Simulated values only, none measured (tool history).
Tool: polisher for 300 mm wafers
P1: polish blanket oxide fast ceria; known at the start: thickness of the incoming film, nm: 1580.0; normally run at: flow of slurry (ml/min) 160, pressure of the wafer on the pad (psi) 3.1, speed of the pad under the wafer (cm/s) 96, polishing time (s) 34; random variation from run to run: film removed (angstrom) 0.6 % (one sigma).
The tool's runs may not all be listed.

run   hour  flow of slurry (ml/min)  pressure of the wafer on the pad (psi)  speed of the pad under the wafer (cm/s)  polishing time (s)  film removed (angstrom)
  1    9.7                      160                                     3.1                                       96                  34                   6565.4
  2   17.5                      160                                     3.1                                       96                  34                   6518.7
      27.3  -- head pressure recalibrated
  3   27.6                      215                                     3.1                                       96                  16                   3201.5
  4   36.7                      160                                     3.1                                       96                  34                   6695.0
  5   46.7                      160                                     3.1                                       44                  34                   3036.5
  6   55.5                      100                                     3.1                                       96                  34                   5984.4
  7   64.2                      160                                     3.1                                      152                  34                  10308.0
  8   69.0                      160                                     3.1                                       96                  44                   8545.7
  9   78.0                      160                                     1.4                                       96                  34                   2955.8
 10   85.9                      160                                     3.1                                       96                  16                   3135.2
 11   93.9                      235                                     3.1                                       96                  34                   7007.2
 12   99.4                      160                                     3.1                                       96                  34                   6555.6
 13  109.3                      160                                     4.7                                       96                  34                   9995.3
 14  119.2                      160                                     3.1                                       96                  34                   6591.8
 15  126.2                      160                                     3.1                                       96                  34                   6412.9
 16  134.9                      160                                     3.1                                       96                  34                   6297.7
 17  142.0                      160                                     3.1                                       96                  34                   6236.2

Run 18 comes next. What will it give?
 18  148.0                      160                                     3.1                                       96                  34                        ?

film removed (angstrom): 6122.9
